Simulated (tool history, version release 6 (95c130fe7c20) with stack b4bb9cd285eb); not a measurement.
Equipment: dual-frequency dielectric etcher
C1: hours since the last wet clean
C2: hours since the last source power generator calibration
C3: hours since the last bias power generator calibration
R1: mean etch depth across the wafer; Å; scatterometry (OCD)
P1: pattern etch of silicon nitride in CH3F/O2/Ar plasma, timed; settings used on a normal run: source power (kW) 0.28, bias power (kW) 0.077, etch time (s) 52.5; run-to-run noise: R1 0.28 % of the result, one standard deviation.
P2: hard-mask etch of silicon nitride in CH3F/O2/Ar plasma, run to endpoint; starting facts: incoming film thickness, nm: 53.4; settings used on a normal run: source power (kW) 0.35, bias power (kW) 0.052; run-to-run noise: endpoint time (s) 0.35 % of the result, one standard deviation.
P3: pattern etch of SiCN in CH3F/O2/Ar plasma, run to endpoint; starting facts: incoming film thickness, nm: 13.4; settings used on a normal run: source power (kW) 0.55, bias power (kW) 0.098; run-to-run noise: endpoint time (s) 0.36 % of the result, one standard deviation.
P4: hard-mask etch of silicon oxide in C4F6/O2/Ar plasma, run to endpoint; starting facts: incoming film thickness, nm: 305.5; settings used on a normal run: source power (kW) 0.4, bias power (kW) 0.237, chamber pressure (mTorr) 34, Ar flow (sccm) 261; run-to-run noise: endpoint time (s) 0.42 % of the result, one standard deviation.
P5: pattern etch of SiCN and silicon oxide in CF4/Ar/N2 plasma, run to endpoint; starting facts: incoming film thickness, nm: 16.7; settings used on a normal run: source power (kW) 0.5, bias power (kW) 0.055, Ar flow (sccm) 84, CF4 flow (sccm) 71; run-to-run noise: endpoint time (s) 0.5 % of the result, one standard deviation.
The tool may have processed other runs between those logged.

run 1 hour=16.4 | process_that_ran=P1 source_power_(kW)=0.28 bias_power_(kW)=0.077 etch_time_(s)=52.5 | C1=161.6 C2=1253 C3=1531.4 | R1=335.7
run 2 hour=30.1 | process_that_ran=P1 source_power_(kW)=0.28 bias_power_(kW)=0.077 etch_time_(s)=52.5 | C1=175.3 C2=1266.7 C3=1545.1 | R1=334.07
run 3 hour=45 | process_that_ran=P2 source_power_(kW)=0.35 bias_power_(kW)=0.064 | C1=190.2 C2=1281.6 C3=1560 | endpoint_time_(s)=87.107
run 4 hour=58.8 | process_that_ran=P5 source_power_(kW)=0.5 bias_power_(kW)=0.038 Ar_flow_(sccm)=84 CF4_flow_(sccm)=71 | C1=204 C2=1295.4 C3=1573.8 | endpoint_time_(s)=20.557
run 5 hour=66.2 | process_that_ran=P1 source_power_(kW)=0.28 bias_power_(kW)=0.077 etch_time_(s)=52.5 | C1=211.4 C2=1302.8 C3=1581.2 | R1=336.43
run 6 hour=74.6 | process_that_ran=P5 source_power_(kW)=0.5 bias_power_(kW)=0.055 Ar_flow_(sccm)=84 CF4_flow_(sccm)=46 | C1=219.8 C2=1311.2 C3=1589.6 | endpoint_time_(s)=19.563
run 7 hour=82.5 | process_that_ran=P1 source_power_(kW)=0.28 bias_power_(kW)=0.077 etch_time_(s)=52.5 | C1=227.7 C2=1319.1 C3=1597.5 | R1=337.03
run 8 hour=96.8 | process_that_ran=P2 source_power_(kW)=0.35 bias_power_(kW)=0.052 | C1=242 C2=1333.4 C3=1611.8 | endpoint_time_(s)=93.167
run 9 hour=112.9 | process_that_ran=P1 source_power_(kW)=0.28 bias_power_(kW)=0.077 etch_time_(s)=67.5 | C1=258.1 C2=1349.5 C3=1627.9 | R1=431.92
run 10 hour=125.2 | process_that_ran=P1 source_power_(kW)=0.28 bias_power_(kW)=0.077 etch_time_(s)=31 | C1=270.4 C2=1361.8 C3=1640.2 | R1=199.08
run 11 hour=139.2 | process_that_ran=P2 source_power_(kW)=0.47 bias_power_(kW)=0.052 | C1=284.4 C2=1375.8 C3=1654.2 | endpoint_time_(s)=83.081
run 12 hour=147.1 | process_that_ran=P1 source_power_(kW)=0.28 bias_power_(kW)=0.103 etch_time_(s)=52.5 | C1=292.3 C2=1383.7 C3=1662.1 | R1=375.12
run 13 hour=163.3 | process_that_ran=P1 source_power_(kW)=0.28 bias_power_(kW)=0.065 etch_time_(s)=39 | C1=308.5 C2=1399.9 C3=1678.3 | R1=235.53
run 14 hour=171.8 | process_that_ran=P1 source_power_(kW)=0.28 bias_power_(kW)=0.077 etch_time_(s)=52.5 | C1=317 C2=1408.4 C3=1686.8 | R1=334.6
run 15 hour=181.3 | process_that_ran=P4 source_power_(kW)=0.26 bias_power_(kW)=0.237 Ar_flow_(sccm)=261 chamber_pressure_(mTorr)=34 | C1=326.5 C2=1417.9 C3=1696.3 | endpoint_time_(s)=104.73
run 16 hour=194 | process_that_ran=P1 source_power_(kW)=0.28 bias_power_(kW)=0.102 etch_time_(s)=38 | C1=339.2 C2=1430.6 C3=1709 | R1=270.27
run 17 hour=205.5 | process_that_ran=P4 source_power_(kW)=0.4 bias_power_(kW)=0.237 Ar_flow_(sccm)=165 chamber_pressure_(mTorr)=34 | C1=350.7 C2=1442.1 C3=1720.5 | endpoint_time_(s)=84.564
run 18 hour=219.5 | process_that_ran=P5 source_power_(kW)=0.5 bias_power_(kW)=0.055 Ar_flow_(sccm)=84 CF4_flow_(sccm)=71 | C1=364.7 C2=1456.1 C3=1734.5 | endpoint_time_(s)=18.286
run 19 hour=227.1 | process_that_ran=P5 source_power_(kW)=0.5 bias_power_(kW)=0.055 Ar_flow_(sccm)=61 CF4_flow_(sccm)=71 | C1=372.3 C2=1463.7 C3=1742.1 | endpoint_time_(s)=17.338
run 20 hour=243.4 | process_that_ran=P3 source_power_(kW)=0.55 bias_power_(kW)=0.098 | C1=388.6 C2=1480 C3=1758.4 | endpoint_time_(s)=28.315
run 21 hour=251.5 | process_that_ran=P1 source_power_(kW)=0.38 bias_power_(kW)=0.077 etch_time_(s)=52.5 | C1=396.7 C2=1488.1 C3=1766.5 | R1=375.67
-- hour=263.1 bias power generator calibrated
run 22 hour=264 | process_that_ran=P3 source_power_(kW)=0.74 bias_power_(kW)=0.098 | C1=409.2 C2=1500.6 C3=0.9 | endpoint_time_(s)=25.304
run 23 hour=272.5 | process_that_ran=P5 source_power_(kW)=0.68 bias_power_(kW)=0.055 Ar_flow_(sccm)=84 CF4_flow_(sccm)=71 | C1=417.7 C2=1509.1 C3=9.4 | endpoint_time_(s)=13.845

Run 24 comes next. What will it give?
run 24 hour=286.8 | process_that_ran=P4 source_power_(kW)=0.4 bias_power_(kW)=0.237 Ar_flow_(sccm)=261 chamber_pressure_(mTorr)=25 | C1=432 C2=1523.4 C3=23.7 | endpoint_time_(s)=?

endpoint time (s): 86.347

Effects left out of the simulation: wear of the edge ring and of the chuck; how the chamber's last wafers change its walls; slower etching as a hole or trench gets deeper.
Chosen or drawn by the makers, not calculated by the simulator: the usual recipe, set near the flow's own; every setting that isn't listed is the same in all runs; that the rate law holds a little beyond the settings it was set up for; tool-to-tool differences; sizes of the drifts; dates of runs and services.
